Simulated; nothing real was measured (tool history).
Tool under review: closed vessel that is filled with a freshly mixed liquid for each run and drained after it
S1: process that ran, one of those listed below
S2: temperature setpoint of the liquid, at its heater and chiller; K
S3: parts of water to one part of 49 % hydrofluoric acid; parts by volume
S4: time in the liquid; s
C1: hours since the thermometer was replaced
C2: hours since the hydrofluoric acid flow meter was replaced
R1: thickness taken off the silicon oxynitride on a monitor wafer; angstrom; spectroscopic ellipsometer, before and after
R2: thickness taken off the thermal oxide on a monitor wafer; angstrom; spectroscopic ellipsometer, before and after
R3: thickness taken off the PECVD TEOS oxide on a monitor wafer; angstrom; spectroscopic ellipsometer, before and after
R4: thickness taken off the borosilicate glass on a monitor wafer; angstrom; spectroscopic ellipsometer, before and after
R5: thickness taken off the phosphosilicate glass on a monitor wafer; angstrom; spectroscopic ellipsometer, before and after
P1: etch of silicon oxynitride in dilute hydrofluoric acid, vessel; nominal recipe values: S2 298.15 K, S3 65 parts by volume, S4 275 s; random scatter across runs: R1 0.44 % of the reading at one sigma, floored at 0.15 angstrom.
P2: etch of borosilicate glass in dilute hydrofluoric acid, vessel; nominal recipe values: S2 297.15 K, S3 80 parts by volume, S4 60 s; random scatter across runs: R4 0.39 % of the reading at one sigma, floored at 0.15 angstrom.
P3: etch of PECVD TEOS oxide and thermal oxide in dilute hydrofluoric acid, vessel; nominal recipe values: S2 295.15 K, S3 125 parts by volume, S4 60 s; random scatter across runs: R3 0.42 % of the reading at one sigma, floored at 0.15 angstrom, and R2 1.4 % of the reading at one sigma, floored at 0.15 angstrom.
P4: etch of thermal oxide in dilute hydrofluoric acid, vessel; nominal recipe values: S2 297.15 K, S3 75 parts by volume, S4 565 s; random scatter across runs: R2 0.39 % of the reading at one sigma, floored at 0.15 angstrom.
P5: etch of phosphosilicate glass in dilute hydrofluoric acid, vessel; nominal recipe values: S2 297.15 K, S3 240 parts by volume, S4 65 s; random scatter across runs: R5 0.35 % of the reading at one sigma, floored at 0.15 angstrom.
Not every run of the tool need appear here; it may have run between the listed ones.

run 1 hour=8.4 | S1=P1 S2=298.15 S3=65 S4=275 | C1=1708.6 C2=1516.4 | R1=132.720
run 2 hour=17.2 | S1=P4 S2=292.15 S3=75 S4=565 | C1=1717.4 C2=1525.2 | R2=290.8700
run 3 hour=27.8 | S1=P1 S2=304.65 S3=65 S4=275 | C1=1728.0 C2=1535.8 | R1=178.180
run 4 hour=34.0 | S1=P3 S2=290.15 S3=125 S4=60 | C1=1734.2 C2=1542.0 | R2=15.8460 R3=65.676
run 5 hour=41.0 | S1=P2 S2=293.65 S3=80 S4=60 | C1=1741.2 C2=1549.0 | R4=254.50
run 6 hour=49.8 | S1=P5 S2=304.65 S3=240 S4=65 | C1=1750.0 C2=1557.8 | R5=599.88
run 7 hour=56.0 | S1=P1 S2=293.15 S3=20 S4=275 | C1=1756.2 C2=1564.0 | R1=344.100
run 8 hour=63.5 | S1=P3 S2=295.15 S3=50 S4=60 | C1=1763.7 C2=1571.5 | R2=52.8500 R3=218.180
run 9 hour=69.0 | S1=P1 S2=298.15 S3=95 S4=275 | C1=1769.2 C2=1577.0 | R1=88.419
run 10 hour=79.5 | S1=P1 S2=298.15 S3=65 S4=275 | C1=1779.7 C2=1587.5 | R1=132.680
run 11 hour=89.5 | S1=P1 S2=298.15 S3=65 S4=465 | C1=1789.7 C2=1597.5 | R1=221.170
run 12 hour=99.8 | S1=P1 S2=298.15 S3=40 S4=90 | C1=1800.0 C2=1607.8 | R1=71.339
run 13 hour=111.4 | S1=P1 S2=292.65 S3=65 S4=275 | C1=1811.6 C2=1619.4 | R1=100.780
run 14 hour=122.5 | S1=P5 S2=297.15 S3=375 S4=65 | C1=1822.7 C2=1630.5 | R5=259.14
run 15 hour=134.4 | S1=P4 S2=297.15 S3=20 S4=565 | C1=1834.6 C2=1642.4 | R2=1453.3000
run 16 hour=140.8 | S1=P5 S2=297.15 S3=240 S4=125 | C1=1841.0 C2=1648.8 | R5=887.98
run 17 hour=151.7 | S1=P2 S2=297.15 S3=80 S4=60 | C1=1851.9 C2=1659.7 | R4=292.59
run 18 hour=162.7 | S1=P2 S2=297.15 S3=20 S4=60 | C1=1862.9 C2=1670.7 | R4=1275.90
run 19 hour=170.1 | S1=P2 S2=297.15 S3=80 S4=30 | C1=1870.3 C2=1678.1 | R4=146.71
run 20 hour=175.9 | S1=P4 S2=297.15 S3=75 S4=35 | C1=1876.1 C2=1683.9 | R2=22.0220
run 21 hour=182.0 | S1=P1 S2=298.15 S3=65 S4=95 | C1=1882.2 C2=1690.0 | R1=45.408
run 22 hour=190.2 | S1=P3 S2=295.15 S3=125 S4=30 | C1=1890.4 C2=1698.2 | R2=9.3863 R3=40.356
run 23 hour=198.8 | S1=P5 S2=297.15 S3=240 S4=65 | C1=1899.0 C2=1706.8 | R5=461.08
run 24 hour=208.7 | S1=P1 S2=298.15 S3=65 S4=275 | C1=1908.9 C2=1716.7 | R1=131.190
run 25 hour=215.5 | S1=P1 S2=298.15 S3=65 S4=275 | C1=1915.7 C2=1723.5 | R1=132.370
run 26 hour=222.4 | S1=P2 S2=297.15 S3=80 S4=60 | C1=1922.6 C2=1730.4 | R4=294.30
run 27 hour=232.0 | S1=P5 S2=297.15 S3=240 S4=65 | C1=1932.2 C2=1740.0 | R5=463.03
run 28 hour=240.5 | S1=P1 S2=298.15 S3=20 S4=275 | C1=1940.7 C2=1748.5 | R1=441.860
run 29 hour=249.9 | S1=P4 S2=297.15 S3=75 S4=565 | C1=1950.1 C2=1757.9 | R2=356.9400
run 30 hour=257.0 | S1=P1 S2=298.15 S3=100 S4=430 | C1=1957.2 C2=1765.0 | R1=129.900
run 31 hour=269.3 | S1=P3 S2=295.15 S3=125 S4=60 | C1=1969.5 C2=1777.3 | R2=19.1910 R3=80.123
run 32 hour=275.7 | S1=P1 S2=298.15 S3=65 S4=275 | C1=1975.9 C2=1783.7 | R1=132.100
run 33 hour=285.3 | S1=P4 S2=297.15 S3=75 S4=565 | C1=1985.5 C2=1793.3 | R2=358.5100
run 34 hour=293.1 | S1=P1 S2=298.15 S3=65 S4=275 | C1=1993.3 C2=1801.1 | R1=131.300
run 35 hour=303.6 | S1=P1 S2=298.15 S3=65 S4=275 | C1=2003.8 C2=1811.6 | R1=135.570
run 36 hour=310.8 | S1=P1 S2=298.15 S3=65 S4=275 | C1=2011.0 C2=1818.8 | R1=137.460
run 37 hour=322.8 | S1=P1 S2=298.15 S3=65 S4=275 | C1=2023.0 C2=1830.8 | R1=139.530
run 38 hour=333.9 | S1=P1 S2=298.15 S3=65 S4=275 | C1=2034.1 C2=1841.9 | R1=140.710
run 39 hour=346.3 | S1=P1 S2=298.15 S3=65 S4=275 | C1=2046.5 C2=1854.3 | R1=140.770
run 40 hour=355.9 | S1=P1 S2=298.15 S3=65 S4=275 | C1=2056.1 C2=1863.9 | R1=140.990
run 41 hour=368.3 | S1=P1 S2=298.15 S3=65 S4=275 | C1=2068.5 C2=1876.3 | R1=141.870

The log shows P1 creeping away from where it was. Any of the 2 causes listed here, at the size stated for it, fits the log just as well as the others:
A: liquid hotter than its thermometer reads (K) = 1.44
B: hydrofluoric acid flow above the setpoint (%) = 6.69
The gradual shift began around hour 293.1.

The check runs listed below each take one wafer, and their results are still question marks. Under which run would the listed causes lead to clearly different results?
run check 1 hour=380.7 | S1=P2 S2=297.15 S3=20 S4=60 | R4=?
run check 2 hour=380.7 | S1=P5 S2=297.15 S3=340 S4=120 | R5=?
run check 3 hour=380.7 | S1=P4 S2=297.15 S3=30 S4=565 | R2=?
run check 4 hour=380.7 | S1=P3 S2=290.15 S3=50 S4=60 | R2=? R3=?

Outcome of each check run for each possible cause:
check=check_1 result=R4 if_A=1356.60 if_B=1364.50
check=check_2 result=R5 if_A=573.53 if_B=594.88
check=check_3 result=R2 if_A=1010.4000 if_B=1017.8000
check=check_4 result=R2 if_A=45.9450 if_B=46.2260
check=check_4 result=R3 if_A=188.670 if_B=189.820
Per check, the gap between the least separated pair of causes, taken in the result that splits them most: check 1 0.58 %; check 2 3.66 %; check 3 0.73 %; check 4 0.61 %
The other checks would show nearly matching results whichever cause is true, so check 2 is the only one that separates the causes.

Check 2 was then run and gave: R5 570.52 angstrom. Which cause is it?

It was cause A: liquid hotter than its thermometer reads (K).
